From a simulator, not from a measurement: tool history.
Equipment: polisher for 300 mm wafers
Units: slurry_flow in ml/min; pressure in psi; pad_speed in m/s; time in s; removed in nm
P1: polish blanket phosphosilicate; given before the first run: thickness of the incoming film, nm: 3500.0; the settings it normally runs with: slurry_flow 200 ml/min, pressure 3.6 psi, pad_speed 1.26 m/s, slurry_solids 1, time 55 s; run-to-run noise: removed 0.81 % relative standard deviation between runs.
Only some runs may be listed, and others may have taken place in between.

run	hour	slurry_flow	pressure	pad_speed	slurry_solids	time	wafers polished on this pad	hours since the slurry nozzle was cleaned	hours since the head pressure was calibrated	hours since the slurry blender was calibrated	hours since the conditioning disc was replaced	removed
1	6.7	200	3.6	1.26	1	55	423	144.7	258.1	209.2	139.2	659.9
2	14.3	200	3.6	1.26	1	55	535	152.3	265.7	216.8	146.8	658.99
3	21.1	200	2.1	1.26	1	55	635	159.1	272.5	223.6	153.6	384.31
4	31.4	200	3.6	1.26	1	55	786	169.4	282.8	233.9	163.9	653.77
# hour 32.8: head pressure recalibrated
5	46.6	200	3.6	1.64	0.6	55	1009	184.6	13.9	249.1	179.1	627.45
6	57.8	200	5.4	1.26	0.65	55	1174	195.8	25.1	260.3	190.3	797.26
7	66.7	200	3.6	1.26	1	55	1304	204.7	34	269.2	199.2	656.2
8	78.4	120	3.6	1.26	1	55	1476	216.4	45.7	280.9	210.9	602.49
9	90.8	200	5.4	1.26	1	55	1658	228.8	58.1	293.3	223.3	977.01
10	98	200	3.6	1.72	1	55	1764	236	65.3	300.5	230.5	844.68
11	108.6	200	3.6	1.26	1	55	1920	246.6	75.9	311.1	241.1	654.31
12	117.4	200	3.6	1.26	0.55	55	2049	255.4	84.7	319.9	249.9	479.38
13	125.1	200	3.6	0.58	1	55	2162	263.1	92.4	327.6	257.6	352.08
14	132	200	3.6	1.26	1	55	2264	270	99.3	334.5	264.5	662.53
15	142.3	200	3.6	1.26	1.2	55	2415	280.3	109.6	344.8	274.8	705.47
16	155.6	200	3.6	1.26	1	28	2610	293.6	122.9	358.1	288.1	336.3
17	166	315	3.6	1.26	1	55	2763	304	133.3	368.5	298.5	694.03
18	175.5	200	3.6	1.26	1	55	2903	313.5	142.8	378	308	663.35
19	188.9	200	3.6	1.26	1	86	3100	326.9	156.2	391.4	321.4	1031
20	199.3	200	3.6	1.26	1	55	3252	337.3	166.6	401.8	331.8	655.79
21	212.9	200	3.6	1.26	1	55	3452	350.9	180.2	415.4	345.4	619.87
22	227	200	3.6	1.26	1	55	3659	365	194.3	429.5	359.5	601.96
23	241.4	200	3.6	1.26	1	55	3871	379.4	208.7	443.9	373.9	588.71
# hour 243.9: slurry nozzle cleaned
24	251.3	200	3.6	1.26	1	55	4016	7.4	218.6	453.8	383.8	579.45
# hour 256.5: conditioning disc replaced and pad reconditioned
25	266.5	200	3.6	1.26	1	55	4240	22.6	233.8	469	10	583.94

The next listed run, before its measurement:
# hour 267.4: head pressure recalibrated
26	278.5	200	3.6	1.26	1	55	4416	34.6	11.2	481	22	?

Run 26 gave removed 584.46 nm.

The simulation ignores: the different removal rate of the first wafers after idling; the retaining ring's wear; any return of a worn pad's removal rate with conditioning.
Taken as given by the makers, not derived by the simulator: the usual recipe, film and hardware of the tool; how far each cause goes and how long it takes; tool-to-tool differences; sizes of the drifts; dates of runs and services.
